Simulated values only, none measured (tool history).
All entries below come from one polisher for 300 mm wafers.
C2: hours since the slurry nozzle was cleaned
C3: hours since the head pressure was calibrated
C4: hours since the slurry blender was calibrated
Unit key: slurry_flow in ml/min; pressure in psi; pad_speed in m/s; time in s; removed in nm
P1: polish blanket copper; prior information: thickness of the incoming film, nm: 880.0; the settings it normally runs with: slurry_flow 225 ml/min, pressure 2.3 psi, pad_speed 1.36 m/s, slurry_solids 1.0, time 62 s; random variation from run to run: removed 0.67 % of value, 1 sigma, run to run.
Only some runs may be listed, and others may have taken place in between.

{"run": 1, "hour": 11.5, "slurry_flow": 225, "pressure": 2.3, "pad_speed": 1.36, "slurry_solids": 1.0, "time": 62, "wafers polished on this pad": 542, "C2": 153.6, "C3": 452.1, "C4": 83.0, "removed": 202.01}
{"run": 2, "hour": 24.8, "slurry_flow": 225, "pressure": 1.3, "pad_speed": 1.36, "slurry_solids": 1.0, "time": 88, "wafers polished on this pad": 666, "C2": 166.9, "C3": 465.4, "C4": 96.3, "removed": 162.31}
{"run": 3, "hour": 32.5, "slurry_flow": 225, "pressure": 2.3, "pad_speed": 1.36, "slurry_solids": 1.0, "time": 62, "wafers polished on this pad": 738, "C2": 174.6, "C3": 473.1, "C4": 104.0, "removed": 203.9}
{"run": 4, "hour": 43.6, "slurry_flow": 225, "pressure": 2.3, "pad_speed": 0.62, "slurry_solids": 1.0, "time": 62, "wafers polished on this pad": 842, "C2": 185.7, "C3": 484.2, "C4": 115.1, "removed": 92.409}
{"run": 5, "hour": 52.6, "slurry_flow": 225, "pressure": 2.3, "pad_speed": 1.36, "slurry_solids": 1.0, "time": 62, "wafers polished on this pad": 925, "C2": 194.7, "C3": 493.2, "C4": 124.1, "removed": 204.74}
{"run": 6, "hour": 63.4, "slurry_flow": 225, "pressure": 2.3, "pad_speed": 1.36, "slurry_solids": 0.6, "time": 62, "wafers polished on this pad": 1026, "C2": 205.5, "C3": 504.0, "C4": 134.9, "removed": 182.58}
{"run": 7, "hour": 75.2, "slurry_flow": 225, "pressure": 2.3, "pad_speed": 1.36, "slurry_solids": 1.0, "time": 62, "wafers polished on this pad": 1136, "C2": 217.3, "C3": 515.8, "C4": 146.7, "removed": 204.72}
{"run": 8, "hour": 85.4, "slurry_flow": 225, "pressure": 2.3, "pad_speed": 1.36, "slurry_solids": 1.0, "time": 29, "wafers polished on this pad": 1231, "C2": 227.5, "C3": 526.0, "C4": 156.9, "removed": 94.909}
{"run": 9, "hour": 92.4, "slurry_flow": 225, "pressure": 2.3, "pad_speed": 1.36, "slurry_solids": 1.0, "time": 62, "wafers polished on this pad": 1296, "C2": 234.5, "C3": 533.0, "C4": 163.9, "removed": 201.29}
{"run": 10, "hour": 104.4, "slurry_flow": 225, "pressure": 2.3, "pad_speed": 1.36, "slurry_solids": 0.6, "time": 78, "wafers polished on this pad": 1408, "C2": 246.5, "C3": 545.0, "C4": 175.9, "removed": 227.8}
{"run": 11, "hour": 117.0, "slurry_flow": 225, "pressure": 1.4, "pad_speed": 1.36, "slurry_solids": 1.0, "time": 62, "wafers polished on this pad": 1526, "C2": 259.1, "C3": 557.6, "C4": 188.5, "removed": 123.15}
{"run": 12, "hour": 130.1, "slurry_flow": 145, "pressure": 2.3, "pad_speed": 1.36, "slurry_solids": 1.0, "time": 62, "wafers polished on this pad": 1648, "C2": 272.2, "C3": 570.7, "C4": 201.6, "removed": 190.0}
{"run": 13, "hour": 141.7, "slurry_flow": 225, "pressure": 3.6, "pad_speed": 1.36, "slurry_solids": 1.0, "time": 62, "wafers polished on this pad": 1756, "C2": 283.8, "C3": 582.3, "C4": 213.2, "removed": 313.12}
{"run": 14, "hour": 150.6, "slurry_flow": 225, "pressure": 2.3, "pad_speed": 1.36, "slurry_solids": 1.0, "time": 96, "wafers polished on this pad": 1839, "C2": 292.7, "C3": 591.2, "C4": 222.1, "removed": 312.45}
{"run": 15, "hour": 162.7, "slurry_flow": 225, "pressure": 2.3, "pad_speed": 2.1, "slurry_solids": 1.0, "time": 62, "wafers polished on this pad": 1952, "C2": 304.8, "C3": 603.3, "C4": 234.2, "removed": 310.05}
{"run": 16, "hour": 171.4, "slurry_flow": 225, "pressure": 2.3, "pad_speed": 1.36, "slurry_solids": 1.5, "time": 62, "wafers polished on this pad": 2033, "C2": 313.5, "C3": 612.0, "C4": 242.9, "removed": 223.77}
{"run": 17, "hour": 182.8, "slurry_flow": 340, "pressure": 2.3, "pad_speed": 1.36, "slurry_solids": 1.0, "time": 62, "wafers polished on this pad": 2139, "C2": 324.9, "C3": 623.4, "C4": 254.3, "removed": 211.74}
{"run": 18, "hour": 190.3, "slurry_flow": 225, "pressure": 2.3, "pad_speed": 1.36, "slurry_solids": 1.0, "time": 62, "wafers polished on this pad": 2209, "C2": 332.4, "C3": 630.9, "C4": 261.8, "removed": 202.2}
{"run": 19, "hour": 203.1, "slurry_flow": 275, "pressure": 1.2, "pad_speed": 1.36, "slurry_solids": 1.0, "time": 62, "wafers polished on this pad": 2328, "C2": 345.2, "C3": 643.7, "C4": 274.6, "removed": 108.1}
{"run": 20, "hour": 213.3, "slurry_flow": 225, "pressure": 2.3, "pad_speed": 1.36, "slurry_solids": 1.0, "time": 62, "wafers polished on this pad": 2423, "C2": 355.4, "C3": 653.9, "C4": 284.8, "removed": 204.6}
{"run": 21, "hour": 226.2, "slurry_flow": 225, "pressure": 2.3, "pad_speed": 1.36, "slurry_solids": 1.0, "time": 62, "wafers polished on this pad": 2543, "C2": 368.3, "C3": 666.8, "C4": 297.7, "removed": 196.74}
{"run": 22, "hour": 239.5, "slurry_flow": 225, "pressure": 2.3, "pad_speed": 1.36, "slurry_solids": 1.0, "time": 62, "wafers polished on this pad": 2667, "C2": 381.6, "C3": 680.1, "C4": 311.0, "removed": 193.37}
{"run": 23, "hour": 252.0, "slurry_flow": 225, "pressure": 2.3, "pad_speed": 1.36, "slurry_solids": 1.0, "time": 62, "wafers polished on this pad": 2784, "C2": 394.1, "C3": 692.6, "C4": 323.5, "removed": 192.02}
{"hour": 263.0, "done": "slurry blender recalibrated"}
{"run": 24, "hour": 266.0, "slurry_flow": 225, "pressure": 2.3, "pad_speed": 1.36, "slurry_solids": 1.0, "time": 62, "wafers polished on this pad": 2914, "C2": 408.1, "C3": 706.6, "C4": 3.1, "removed": 192.34}
{"hour": 271.9, "done": "worn pad replaced by a new one"}
{"run": 25, "hour": 276.4, "slurry_flow": 225, "pressure": 2.3, "pad_speed": 1.36, "slurry_solids": 1.0, "time": 62, "wafers polished on this pad": 42, "C2": 418.5, "C3": 717.0, "C4": 13.5, "removed": 188.79}
{"run": 26, "hour": 287.2, "slurry_flow": 225, "pressure": 2.3, "pad_speed": 1.36, "slurry_solids": 1.0, "time": 62, "wafers polished on this pad": 143, "C2": 429.3, "C3": 727.8, "C4": 24.3, "removed": 188.44}
{"run": 27, "hour": 300.2, "slurry_flow": 225, "pressure": 2.3, "pad_speed": 1.36, "slurry_solids": 1.0, "time": 62, "wafers polished on this pad": 264, "C2": 442.3, "C3": 740.8, "C4": 37.3, "removed": 187.82}
{"run": 28, "hour": 310.5, "slurry_flow": 225, "pressure": 2.3, "pad_speed": 1.36, "slurry_solids": 1.0, "time": 62, "wafers polished on this pad": 360, "C2": 452.6, "C3": 751.1, "C4": 47.6, "removed": 186.64}
{"run": 29, "hour": 318.5, "slurry_flow": 225, "pressure": 2.3, "pad_speed": 1.36, "slurry_solids": 1.0, "time": 62, "wafers polished on this pad": 434, "C2": 460.6, "C3": 759.1, "C4": 55.6, "removed": 188.22}
{"run": 30, "hour": 331.1, "slurry_flow": 225, "pressure": 2.3, "pad_speed": 1.36, "slurry_solids": 1.0, "time": 62, "wafers polished on this pad": 552, "C2": 473.2, "C3": 771.7, "C4": 68.2, "removed": 187.13}
{"run": 31, "hour": 340.9, "slurry_flow": 225, "pressure": 2.3, "pad_speed": 1.36, "slurry_solids": 1.0, "time": 62, "wafers polished on this pad": 643, "C2": 483.0, "C3": 781.5, "C4": 78.0, "removed": 186.79}

What P1 gives has crept away from where it was. These 2 causes fit the log equally well, each at the size given:
A: head's pressure below its setpoint, % = 7.05
B: slurry flow missing at the pad, % = 38.7
At approximately hour 213.3, the process output began to creep.
Why every other cause is out:
removal rate lost through wear of the pad, %: its service at hour 271.9 followed the start of the drift and did not put the process back to its old value
abrasive missing from the slurry, %: its service at hour 263.0 followed the start of the drift and did not put the process back to its old value

The list below offers 4 check runs, each averaging the results of 5 wafers, and shows each result as a question mark. For which of them would the listed causes give clearly different results?
{"run": "check 1", "hour": 350.7, "slurry_flow": 340, "pressure": 2.3, "pad_speed": 1.36, "slurry_solids": 1.0, "time": 33, "removed": "?"}
{"run": "check 2", "hour": 350.7, "slurry_flow": 225, "pressure": 2.3, "pad_speed": 2.04, "slurry_solids": 1.0, "time": 30, "removed": "?"}
{"run": "check 3", "hour": 350.7, "slurry_flow": 225, "pressure": 2.3, "pad_speed": 2.08, "slurry_solids": 1.45, "time": 62, "removed": "?"}
{"run": "check 4", "hour": 350.7, "slurry_flow": 225, "pressure": 3.5, "pad_speed": 1.36, "slurry_solids": 1.0, "time": 95, "removed": "?"}

Expected result of each check under each candidate cause:
check=check_1 result=removed if_A=104.270 if_B=106.750
check=check_2 result=removed if_A=136.580 if_B=136.560
check=check_3 result=removed if_A=312.200 if_B=312.150
check=check_4 result=removed if_A=438.780 if_B=438.710
Smallest distance between any two causes, each pair judged by its most separating result, in per cent: check 1 2.35 %; check 2 0.01 %; check 3 0.01 %; check 4 0.01 %
Only in check 1 would the causes give clearly different results; in the remaining checks their results would be nearly the same.

After running check 1, the following was obtained: removed 104.830 nm. Which cause does this point to?

Of the candidate causes, it is A: head's pressure below its setpoint, %.
